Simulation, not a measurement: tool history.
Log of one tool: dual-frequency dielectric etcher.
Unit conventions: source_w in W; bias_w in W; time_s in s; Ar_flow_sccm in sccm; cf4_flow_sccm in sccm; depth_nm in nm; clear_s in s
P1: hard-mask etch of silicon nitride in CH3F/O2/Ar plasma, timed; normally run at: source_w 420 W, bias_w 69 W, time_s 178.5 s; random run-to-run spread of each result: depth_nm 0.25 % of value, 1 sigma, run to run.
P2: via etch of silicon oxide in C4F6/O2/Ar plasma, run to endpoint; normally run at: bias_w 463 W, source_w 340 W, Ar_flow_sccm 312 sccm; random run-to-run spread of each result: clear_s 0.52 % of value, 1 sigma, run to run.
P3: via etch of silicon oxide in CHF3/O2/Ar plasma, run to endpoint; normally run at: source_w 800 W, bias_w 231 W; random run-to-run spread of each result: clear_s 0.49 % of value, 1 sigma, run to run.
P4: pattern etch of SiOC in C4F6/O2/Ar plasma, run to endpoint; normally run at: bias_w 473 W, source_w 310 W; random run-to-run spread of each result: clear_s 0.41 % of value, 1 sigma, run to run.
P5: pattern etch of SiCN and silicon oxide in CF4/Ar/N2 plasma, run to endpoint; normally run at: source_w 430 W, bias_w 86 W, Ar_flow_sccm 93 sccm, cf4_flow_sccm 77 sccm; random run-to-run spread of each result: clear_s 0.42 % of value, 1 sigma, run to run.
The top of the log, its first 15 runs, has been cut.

run,day,process,source_w,bias_w,time_s,Ar_flow_sccm,cf4_flow_sccm,depth_nm,clear_s
16,6.575,P1,420,69,178.5,,,124.42,
17,7.008,P1,420,48,178.5,,,111.04,
18,7.275,P2,340,463,,312,,,46.444
19,7.542,P3,650,231,,,,,302.94
20,7.938,P1,420,69,178.5,,,125.07,
21,8.221,P4,310,473,,,,,11.191
22,8.529,P5,430,70,,93,77,,10.536
23,8.854,P1,420,45,223.5,,,135.91,
24,9.329,P5,430,86,,93,101,,9.5576
25,9.75,P1,420,85,178.5,,,134.04,
26,10.242,P5,430,86,,93,77,,9.9146
27,10.717,P1,420,56,99.5,,,64.918,
28,11.208,P1,260,93,178.5,,,116.29,
29,11.633,P3,800,231,,,,,281
30,11.929,P1,420,69,261.5,,,182.62,
31,12.458,P1,420,69,178.5,,,124.77,
32,12.779,P4,440,473,,,,,9.9005
33,13.033,P3,800,231,,,,,280.32
34,13.396,P1,420,69,178.5,,,124.54,
35,13.654,P1,420,69,178.5,,,125.52,
36,14.096,P1,420,69,178.5,,,126.08,
37,14.583,P1,420,69,178.5,,,126.71,
# day 14.825: wet clean of the chamber
38,15,P1,420,69,178.5,,,126.51,

What does the tool deliver on the next run?
39,15.417,P1,420,69,178.5,,,?,

{"run 39": {"depth_nm": 126.18}}
